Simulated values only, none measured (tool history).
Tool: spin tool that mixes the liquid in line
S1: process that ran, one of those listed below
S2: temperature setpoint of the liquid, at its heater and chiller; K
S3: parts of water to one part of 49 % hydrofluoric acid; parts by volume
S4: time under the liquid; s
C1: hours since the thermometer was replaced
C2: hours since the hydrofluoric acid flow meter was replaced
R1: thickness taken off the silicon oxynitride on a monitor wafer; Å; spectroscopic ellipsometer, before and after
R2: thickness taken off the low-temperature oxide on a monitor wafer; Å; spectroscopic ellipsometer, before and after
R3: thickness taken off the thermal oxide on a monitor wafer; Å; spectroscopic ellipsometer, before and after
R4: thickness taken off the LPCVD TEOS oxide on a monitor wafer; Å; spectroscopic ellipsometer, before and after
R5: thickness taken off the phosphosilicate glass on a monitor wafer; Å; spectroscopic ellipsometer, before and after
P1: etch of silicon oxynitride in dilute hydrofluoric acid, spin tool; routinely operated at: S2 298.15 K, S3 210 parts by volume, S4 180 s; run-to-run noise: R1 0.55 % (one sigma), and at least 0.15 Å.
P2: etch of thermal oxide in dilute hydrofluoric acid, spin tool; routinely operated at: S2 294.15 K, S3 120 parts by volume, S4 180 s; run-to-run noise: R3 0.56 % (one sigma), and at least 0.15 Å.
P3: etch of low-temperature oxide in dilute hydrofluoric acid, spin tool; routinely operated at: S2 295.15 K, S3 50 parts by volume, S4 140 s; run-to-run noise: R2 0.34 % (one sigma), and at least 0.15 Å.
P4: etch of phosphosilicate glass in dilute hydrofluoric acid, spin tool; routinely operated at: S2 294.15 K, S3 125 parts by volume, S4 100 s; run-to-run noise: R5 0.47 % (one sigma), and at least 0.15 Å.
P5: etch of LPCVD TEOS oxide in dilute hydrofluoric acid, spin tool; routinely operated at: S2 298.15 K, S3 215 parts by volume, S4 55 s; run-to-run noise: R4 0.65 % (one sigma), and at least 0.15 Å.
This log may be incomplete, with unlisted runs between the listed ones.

{"run": 1, "hour": 5.2, "S1": "P1", "S2": 298.15, "S3": 210, "S4": 180, "C1": 1908.6, "C2": 1156.8, "R1": 38.41}
{"run": 2, "hour": 9.1, "S1": "P3", "S2": 290.15, "S3": 50, "S4": 140, "C1": 1912.5, "C2": 1160.7, "R2": 458.11}
{"run": 3, "hour": 13.1, "S1": "P2", "S2": 294.15, "S3": 120, "S4": 180, "C1": 1916.5, "C2": 1164.7, "R3": 66.207}
{"run": 4, "hour": 19.8, "S1": "P1", "S2": 305.15, "S3": 210, "S4": 180, "C1": 1923.2, "C2": 1171.4, "R1": 52.324}
{"run": 5, "hour": 27.3, "S1": "P3", "S2": 295.15, "S3": 50, "S4": 255, "C1": 1930.7, "C2": 1178.9, "R2": 1033.5}
{"run": 6, "hour": 33.9, "S1": "P5", "S2": 298.15, "S3": 385, "S4": 55, "C1": 1937.3, "C2": 1185.5, "R4": 21.28}
{"run": 7, "hour": 41.9, "S1": "P5", "S2": 298.15, "S3": 215, "S4": 55, "C1": 1945.3, "C2": 1193.5, "R4": 44.59}
{"run": 8, "hour": 45.5, "S1": "P3", "S2": 295.15, "S3": 50, "S4": 140, "C1": 1948.9, "C2": 1197.1, "R2": 564.82}
{"run": 9, "hour": 52.4, "S1": "P3", "S2": 295.15, "S3": 80, "S4": 140, "C1": 1955.8, "C2": 1204.0, "R2": 341.34}
{"run": 10, "hour": 56.7, "S1": "P1", "S2": 298.15, "S3": 210, "S4": 180, "C1": 1960.1, "C2": 1208.3, "R1": 38.558}
{"run": 11, "hour": 64.5, "S1": "P2", "S2": 300.15, "S3": 120, "S4": 180, "C1": 1967.9, "C2": 1216.1, "R3": 83.529}
{"run": 12, "hour": 72.1, "S1": "P5", "S2": 301.65, "S3": 215, "S4": 55, "C1": 1975.5, "C2": 1223.7, "R4": 50.815}
{"run": 13, "hour": 78.9, "S1": "P1", "S2": 298.15, "S3": 210, "S4": 180, "C1": 1982.3, "C2": 1230.5, "R1": 38.401}
{"run": 14, "hour": 85.6, "S1": "P4", "S2": 298.65, "S3": 125, "S4": 100, "C1": 1989.0, "C2": 1237.2, "R5": 600.23}
{"run": 15, "hour": 92.9, "S1": "P2", "S2": 294.15, "S3": 120, "S4": 100, "C1": 1996.3, "C2": 1244.5, "R3": 36.912}
{"run": 16, "hour": 99.6, "S1": "P1", "S2": 294.15, "S3": 210, "S4": 180, "C1": 2003.0, "C2": 1251.2, "R1": 32.271}
{"run": 17, "hour": 105.6, "S1": "P4", "S2": 294.15, "S3": 60, "S4": 100, "C1": 2009.0, "C2": 1257.2, "R5": 1129.3}
{"run": 18, "hour": 110.9, "S1": "P5", "S2": 298.15, "S3": 215, "S4": 55, "C1": 2014.3, "C2": 1262.5, "R4": 44.755}
{"run": 19, "hour": 117.8, "S1": "P1", "S2": 298.15, "S3": 210, "S4": 180, "C1": 2021.2, "C2": 1269.4, "R1": 38.619}
{"run": 20, "hour": 124.5, "S1": "P1", "S2": 298.15, "S3": 210, "S4": 95, "C1": 2027.9, "C2": 1276.1, "R1": 20.277}
{"run": 21, "hour": 132.2, "S1": "P1", "S2": 298.15, "S3": 385, "S4": 180, "C1": 2035.6, "C2": 1283.8, "R1": 18.679}
{"run": 22, "hour": 137.2, "S1": "P2", "S2": 294.15, "S3": 175, "S4": 180, "C1": 2040.6, "C2": 1288.8, "R3": 42.597}
{"run": 23, "hour": 143.7, "S1": "P4", "S2": 294.15, "S3": 125, "S4": 100, "C1": 2047.1, "C2": 1295.3, "R5": 503.43}
{"run": 24, "hour": 151.5, "S1": "P1", "S2": 293.15, "S3": 210, "S4": 85, "C1": 2054.9, "C2": 1303.1, "R1": 14.287}
{"run": 25, "hour": 156.1, "S1": "P5", "S2": 298.15, "S3": 215, "S4": 20, "C1": 2059.5, "C2": 1307.7, "R4": 16.195}
{"run": 26, "hour": 159.7, "S1": "P3", "S2": 295.15, "S3": 50, "S4": 140, "C1": 2063.1, "C2": 1311.3, "R2": 563.14}
{"run": 27, "hour": 167.3, "S1": "P1", "S2": 298.15, "S3": 210, "S4": 305, "C1": 2070.7, "C2": 1318.9, "R1": 65.916}
{"run": 28, "hour": 172.0, "S1": "P1", "S2": 298.15, "S3": 210, "S4": 180, "C1": 2075.4, "C2": 1323.6, "R1": 38.819}
{"run": 29, "hour": 179.9, "S1": "P4", "S2": 294.15, "S3": 125, "S4": 145, "C1": 2083.3, "C2": 1331.5, "R5": 720.7}
{"run": 30, "hour": 187.4, "S1": "P1", "S2": 298.15, "S3": 45, "S4": 180, "C1": 2090.8, "C2": 1339.0, "R1": 207.28}
{"run": 31, "hour": 191.8, "S1": "P1", "S2": 298.15, "S3": 210, "S4": 180, "C1": 2095.2, "C2": 1343.4, "R1": 38.625}
{"run": 32, "hour": 195.5, "S1": "P1", "S2": 298.15, "S3": 210, "S4": 180, "C1": 2098.9, "C2": 1347.1, "R1": 39.34}
{"run": 33, "hour": 202.7, "S1": "P1", "S2": 298.15, "S3": 210, "S4": 180, "C1": 2106.1, "C2": 1354.3, "R1": 40.383}
{"run": 34, "hour": 210.1, "S1": "P1", "S2": 298.15, "S3": 210, "S4": 180, "C1": 2113.5, "C2": 1361.7, "R1": 41.268}
{"run": 35, "hour": 214.9, "S1": "P1", "S2": 298.15, "S3": 210, "S4": 180, "C1": 2118.3, "C2": 1366.5, "R1": 41.801}
{"run": 36, "hour": 218.9, "S1": "P1", "S2": 298.15, "S3": 210, "S4": 180, "C1": 2122.3, "C2": 1370.5, "R1": 41.932}
{"run": 37, "hour": 225.8, "S1": "P1", "S2": 298.15, "S3": 210, "S4": 180, "C1": 2129.2, "C2": 1377.4, "R1": 42.421}
{"run": 38, "hour": 230.9, "S1": "P1", "S2": 298.15, "S3": 210, "S4": 180, "C1": 2134.3, "C2": 1382.5, "R1": 42.134}
{"run": 39, "hour": 234.8, "S1": "P1", "S2": 298.15, "S3": 210, "S4": 180, "C1": 2138.2, "C2": 1386.4, "R1": 42.462}
{"run": 40, "hour": 243.0, "S1": "P1", "S2": 298.15, "S3": 210, "S4": 180, "C1": 2146.4, "C2": 1394.6, "R1": 42.234}
{"run": 41, "hour": 247.7, "S1": "P1", "S2": 298.15, "S3": 210, "S4": 180, "C1": 2151.1, "C2": 1399.3, "R1": 42.31}
{"run": 42, "hour": 255.4, "S1": "P1", "S2": 298.15, "S3": 210, "S4": 180, "C1": 2158.8, "C2": 1407.0, "R1": 42.98}

What P1 gives has crept away from where it was. These 2 causes fit the log equally well, each at the size given:
A: hydrofluoric acid flow above the setpoint (%) = 8.22
B: liquid hotter than its thermometer reads (K) = 2.11
The creep began at about hour 191.8.

The 4 check runs listed below each average the results of 2 wafers, and their outcomes are marked with question marks. Under which run would the listed causes produce clearly different results?
{"run": "check 1", "hour": 263.1, "S1": "P3", "S2": 295.15, "S3": 75, "S4": 245, "R2": "?"}
{"run": "check 2", "hour": 263.1, "S1": "P2", "S2": 297.65, "S3": 120, "S4": 180, "R3": "?"}
{"run": "check 3", "hour": 263.1, "S1": "P4", "S2": 294.15, "S3": 70, "S4": 145, "R5": "?"}
{"run": "check 4", "hour": 263.1, "S1": "P5", "S2": 301.65, "S3": 380, "S4": 55, "R4": "?"}

How each check would come out, cause by cause:
check=check_1 result=R2 if_A=697.60 if_B=697.48
check=check_2 result=R3 if_A=83.222 if_B=82.490
check=check_3 result=R5 if_A=1505.40 if_B=1507.60
check=check_4 result=R4 if_A=26.703 if_B=25.580
Distance between the nearest two causes, measured in the result of the check that separates them most: check 1 0.02 %; check 2 0.88 %; check 3 0.15 %; check 4 4.3 %
The causes can be told apart only by check 4. The other checks would give nearly the same results under each of them.

Then check 4 was run and gave: R4 25.660 Å. Which cause is it?

It is B: liquid hotter than its thermometer reads (K).

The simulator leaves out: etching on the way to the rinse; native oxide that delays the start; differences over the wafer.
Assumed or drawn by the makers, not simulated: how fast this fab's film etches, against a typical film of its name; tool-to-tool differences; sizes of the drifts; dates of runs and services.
